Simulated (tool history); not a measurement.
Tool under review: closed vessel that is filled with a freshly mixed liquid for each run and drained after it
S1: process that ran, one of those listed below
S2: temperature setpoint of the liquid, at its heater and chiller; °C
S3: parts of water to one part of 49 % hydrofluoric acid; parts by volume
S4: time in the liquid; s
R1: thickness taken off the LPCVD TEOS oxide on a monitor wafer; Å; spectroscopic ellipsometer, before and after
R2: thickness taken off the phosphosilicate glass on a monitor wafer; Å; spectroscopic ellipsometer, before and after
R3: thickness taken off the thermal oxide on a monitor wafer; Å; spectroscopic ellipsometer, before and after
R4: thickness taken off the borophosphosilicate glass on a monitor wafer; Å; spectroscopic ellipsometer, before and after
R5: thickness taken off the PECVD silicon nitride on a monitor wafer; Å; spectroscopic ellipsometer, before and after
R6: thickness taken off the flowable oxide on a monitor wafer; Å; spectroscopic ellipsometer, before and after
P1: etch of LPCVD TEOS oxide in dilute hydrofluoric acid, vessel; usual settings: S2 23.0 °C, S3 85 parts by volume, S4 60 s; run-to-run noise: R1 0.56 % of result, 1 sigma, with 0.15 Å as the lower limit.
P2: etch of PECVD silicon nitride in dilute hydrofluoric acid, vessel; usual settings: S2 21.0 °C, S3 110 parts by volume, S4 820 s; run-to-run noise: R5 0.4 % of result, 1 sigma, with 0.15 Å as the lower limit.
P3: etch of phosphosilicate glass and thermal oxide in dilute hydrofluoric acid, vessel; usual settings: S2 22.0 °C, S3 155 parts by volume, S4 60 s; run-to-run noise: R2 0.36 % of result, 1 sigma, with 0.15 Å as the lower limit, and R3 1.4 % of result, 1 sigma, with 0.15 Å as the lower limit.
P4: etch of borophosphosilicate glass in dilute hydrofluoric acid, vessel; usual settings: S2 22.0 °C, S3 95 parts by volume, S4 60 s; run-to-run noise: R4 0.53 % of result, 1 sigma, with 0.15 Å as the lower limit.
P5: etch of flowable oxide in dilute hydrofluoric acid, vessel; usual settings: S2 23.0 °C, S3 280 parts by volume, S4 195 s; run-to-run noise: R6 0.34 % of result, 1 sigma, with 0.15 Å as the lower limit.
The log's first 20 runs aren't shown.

run   hour  S1    S2   S3   S4       R1      R2       R3  R4       R5      R6
 21   89.9  P1  23.0  135   60   68.820
 22   94.9  P1  23.0   85   60  115.220
 23  100.5  P1  23.0   85   60  113.370
 24  103.1  P5  31.5  280  195                                         289.96
 25  107.1  P1  17.0   30   60  269.490
 26  110.4  P3  22.0  155   60           425.96  14.7270
 27  114.3  P2  21.0  110  820                                103.590
 28  117.9  P1  23.0   85   30   58.056
 29  121.1  P5  23.0  280  195                                         217.40
 30  124.1  P3  28.5  155   60           545.21  19.3400
 31  127.6  P1  27.5   85   60  137.490

Run 32, settings as shown, results not yet in. Your forecast:
 32  130.9  P1  23.0  85  60   ?

{"run 32": {"R1": 114.76}}

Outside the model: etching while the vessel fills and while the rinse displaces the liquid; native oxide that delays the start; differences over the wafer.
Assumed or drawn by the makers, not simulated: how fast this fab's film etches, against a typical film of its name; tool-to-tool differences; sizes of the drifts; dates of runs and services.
